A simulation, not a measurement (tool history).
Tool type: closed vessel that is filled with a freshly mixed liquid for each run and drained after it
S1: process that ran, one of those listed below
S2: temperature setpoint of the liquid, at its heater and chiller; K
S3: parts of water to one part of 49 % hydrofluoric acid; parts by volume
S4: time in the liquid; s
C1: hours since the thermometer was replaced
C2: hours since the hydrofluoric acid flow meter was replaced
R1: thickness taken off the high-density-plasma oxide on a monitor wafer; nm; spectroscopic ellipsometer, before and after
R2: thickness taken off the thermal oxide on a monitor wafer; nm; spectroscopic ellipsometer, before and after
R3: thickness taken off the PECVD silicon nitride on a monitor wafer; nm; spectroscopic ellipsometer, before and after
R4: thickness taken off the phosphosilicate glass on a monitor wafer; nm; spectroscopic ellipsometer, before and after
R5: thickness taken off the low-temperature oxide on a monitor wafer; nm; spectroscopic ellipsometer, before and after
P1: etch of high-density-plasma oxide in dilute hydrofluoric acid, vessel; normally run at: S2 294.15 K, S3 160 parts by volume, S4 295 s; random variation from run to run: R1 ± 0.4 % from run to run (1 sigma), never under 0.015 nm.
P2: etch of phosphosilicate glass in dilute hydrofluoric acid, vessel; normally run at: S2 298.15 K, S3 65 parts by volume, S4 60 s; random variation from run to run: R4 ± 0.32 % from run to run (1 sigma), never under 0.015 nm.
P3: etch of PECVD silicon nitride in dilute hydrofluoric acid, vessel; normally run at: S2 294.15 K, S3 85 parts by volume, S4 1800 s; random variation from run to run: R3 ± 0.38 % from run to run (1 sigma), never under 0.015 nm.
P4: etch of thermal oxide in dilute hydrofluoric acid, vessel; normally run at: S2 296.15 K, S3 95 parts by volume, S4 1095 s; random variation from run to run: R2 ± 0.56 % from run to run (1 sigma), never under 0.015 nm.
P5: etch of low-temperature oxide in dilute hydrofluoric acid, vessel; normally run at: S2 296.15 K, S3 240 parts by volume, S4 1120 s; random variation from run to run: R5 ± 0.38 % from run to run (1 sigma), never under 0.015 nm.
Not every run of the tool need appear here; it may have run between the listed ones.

| run | hour | S1 | S2 | S3 | S4 | C1 | C2 | R1 | R2 | R3 | R4 | R5 |
|---|---|---|---|---|---|---|---|---|---|---|---|---|
| 1 | 7.9 | P1 | 294.15 | 160 | 295 | 95 | 717.9 | 7.9179 |  |  |  |  |
| 2 | 14.3 | P4 | 296.15 | 95 | 1095 | 101.4 | 724.3 |  | 53.867 |  |  |  |
| 3 | 21.5 | P1 | 294.15 | 160 | 295 | 108.6 | 731.5 | 7.9461 |  |  |  |  |
| 4 | 27.8 | P1 | 294.15 | 65 | 295 | 114.9 | 737.8 | 21.604 |  |  |  |  |
| 5 | 33.8 | P4 | 296.15 | 95 | 530 | 120.9 | 743.8 |  | 26.202 |  |  |  |
| 6 | 42 | P3 | 294.15 | 85 | 1800 | 129.1 | 752 |  |  | 38.219 |  |  |
| 7 | 48.5 | P3 | 294.15 | 145 | 1800 | 135.6 | 758.5 |  |  | 22.555 |  |  |
| 8 | 55.5 | P4 | 296.15 | 95 | 1095 | 142.6 | 765.5 |  | 54.157 |  |  |  |
| 9 | 59.3 | P1 | 294.15 | 160 | 500 | 146.4 | 769.3 | 13.465 |  |  |  |  |
| 10 | 66.1 | P1 | 294.15 | 160 | 295 | 153.2 | 776.1 | 7.9176 |  |  |  |  |
| 11 | 71.6 | P4 | 296.15 | 55 | 1095 | 158.7 | 781.6 |  | 98.017 |  |  |  |
| 12 | 76.4 | P2 | 298.15 | 110 | 60 | 163.5 | 786.4 |  |  |  | 35.812 |  |
| 13 | 81.6 | P3 | 294.15 | 85 | 3240 | 168.7 | 791.6 |  |  | 68.45 |  |  |
| 14 | 89.9 | P2 | 303.65 | 65 | 60 | 177 | 799.9 |  |  |  | 79.416 |  |
| 15 | 96.3 | P1 | 290.65 | 225 | 295 | 183.4 | 806.3 | 4.6469 |  |  |  |  |
| 16 | 103.7 | P5 | 296.15 | 240 | 1120 | 190.8 | 813.7 |  |  |  |  | 47.184 |
| 17 | 107.7 | P1 | 290.15 | 160 | 295 | 194.8 | 817.7 | 6.7419 |  |  |  |  |
| 18 | 115 | P2 | 298.15 | 65 | 115 | 202.1 | 825 |  |  |  | 123.57 |  |
| 19 | 121 | P3 | 294.15 | 85 | 1800 | 208.1 | 831 |  |  | 38.09 |  |  |
| 20 | 128.3 | P1 | 294.15 | 85 | 50 | 215.4 | 838.3 | 2.7302 |  |  |  |  |
| 21 | 135.4 | P1 | 294.15 | 285 | 295 | 222.5 | 845.4 | 3.9704 |  |  |  |  |
| 22 | 142.6 | P5 | 296.15 | 240 | 1785 | 229.7 | 852.6 |  |  |  |  | 75.068 |

Run 23 is up next; what results do you expect?
| 23 | 148.6 | P5 | 302.15 | 240 | 1120 | 235.7 | 858.6 |  |  |  |  | ? |

R5: 58.18 nm
